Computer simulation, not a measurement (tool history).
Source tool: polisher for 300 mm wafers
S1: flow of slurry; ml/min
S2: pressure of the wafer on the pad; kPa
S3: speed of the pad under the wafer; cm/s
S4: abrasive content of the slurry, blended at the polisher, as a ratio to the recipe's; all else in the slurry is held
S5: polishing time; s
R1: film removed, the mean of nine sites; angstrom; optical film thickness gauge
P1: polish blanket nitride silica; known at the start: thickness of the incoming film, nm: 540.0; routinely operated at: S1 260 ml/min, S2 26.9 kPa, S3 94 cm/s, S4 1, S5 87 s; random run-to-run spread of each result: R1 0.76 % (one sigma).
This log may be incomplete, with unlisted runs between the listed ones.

Run 1, hour 10: S1 260 ml/min, S2 26.9 kPa, S3 94 cm/s, S4 1, S5 87 s. Result: R1 692.79 angstrom.
Run 2, hour 19.5: S1 260 ml/min, S2 26.9 kPa, S3 94 cm/s, S4 1, S5 87 s. Result: R1 685.62 angstrom.
Run 3, hour 26: S1 260 ml/min, S2 42.1 kPa, S3 94 cm/s, S4 1, S5 87 s. Result: R1 1082.4 angstrom.
Run 4, hour 32.2: S1 260 ml/min, S2 26.9 kPa, S3 94 cm/s, S4 1, S5 51 s. Result: R1 401.33 angstrom.
Run 5, hour 40.7: S1 260 ml/min, S2 26.9 kPa, S3 94 cm/s, S4 1, S5 87 s. Result: R1 695 angstrom.
Run 6, hour 49.4: S1 395 ml/min, S2 26.9 kPa, S3 94 cm/s, S4 1, S5 87 s. Result: R1 714.39 angstrom.
Run 7, hour 57.5: S1 260 ml/min, S2 26.9 kPa, S3 66 cm/s, S4 1, S5 87 s. Result: R1 518.28 angstrom.
Run 8, hour 67.5: S1 260 ml/min, S2 26.9 kPa, S3 94 cm/s, S4 1.5, S5 87 s. Result: R1 825.52 angstrom.
Run 9, hour 79: S1 260 ml/min, S2 26.9 kPa, S3 124 cm/s, S4 1, S5 87 s. Result: R1 862.59 angstrom.
Run 10, hour 90.1: S1 260 ml/min, S2 26.9 kPa, S3 94 cm/s, S4 1, S5 87 s. Result: R1 687.57 angstrom.
Run 11, hour 97.3: S1 180 ml/min, S2 26.9 kPa, S3 94 cm/s, S4 1, S5 87 s. Result: R1 653.74 angstrom.
Run 12, hour 107.5: S1 260 ml/min, S2 12.4 kPa, S3 94 cm/s, S4 1, S5 87 s. Result: R1 315.09 angstrom.
Run 13, hour 115.4: S1 260 ml/min, S2 26.9 kPa, S3 94 cm/s, S4 1, S5 87 s. Result: R1 692.69 angstrom.
At hour 117.7: conditioning disc replaced and pad reconditioned.
Run 14, hour 123.5: S1 260 ml/min, S2 26.9 kPa, S3 94 cm/s, S4 0.5, S5 87 s. Result: R1 471.96 angstrom.
At hour 127: slurry blender recalibrated.
Run 15, hour 134.2: S1 260 ml/min, S2 26.9 kPa, S3 94 cm/s, S4 1, S5 124 s. Result: R1 990.24 angstrom.
Run 16, hour 140: S1 260 ml/min, S2 26.9 kPa, S3 94 cm/s, S4 1, S5 87 s. Result: R1 695.27 angstrom.
Run 17, hour 145.5: S1 260 ml/min, S2 13.1 kPa, S3 94 cm/s, S4 1, S5 56 s. Result: R1 217.79 angstrom.
Run 18, hour 151: S1 260 ml/min, S2 26.9 kPa, S3 94 cm/s, S4 1, S5 87 s. Result: R1 688.18 angstrom.
Run 19, hour 156.9: S1 260 ml/min, S2 26.9 kPa, S3 94 cm/s, S4 1, S5 87 s. Result: R1 689.55 angstrom.
Run 20, hour 167.1: S1 260 ml/min, S2 26.9 kPa, S3 94 cm/s, S4 1, S5 87 s. Result: R1 639.15 angstrom.
Run 21, hour 172.8: S1 260 ml/min, S2 26.9 kPa, S3 94 cm/s, S4 1, S5 87 s. Result: R1 620.85 angstrom.

Predict the results of run 22:
At hour 177.3: head pressure recalibrated.
At hour 183.9: conditioning disc replaced and pad reconditioned.
Run 22, hour 184.4: S1 260 ml/min, S2 26.9 kPa, S3 94 cm/s, S4 1, S5 87 s. Result: R1 ?.

Run 22 measured R1 599.95 angstrom.

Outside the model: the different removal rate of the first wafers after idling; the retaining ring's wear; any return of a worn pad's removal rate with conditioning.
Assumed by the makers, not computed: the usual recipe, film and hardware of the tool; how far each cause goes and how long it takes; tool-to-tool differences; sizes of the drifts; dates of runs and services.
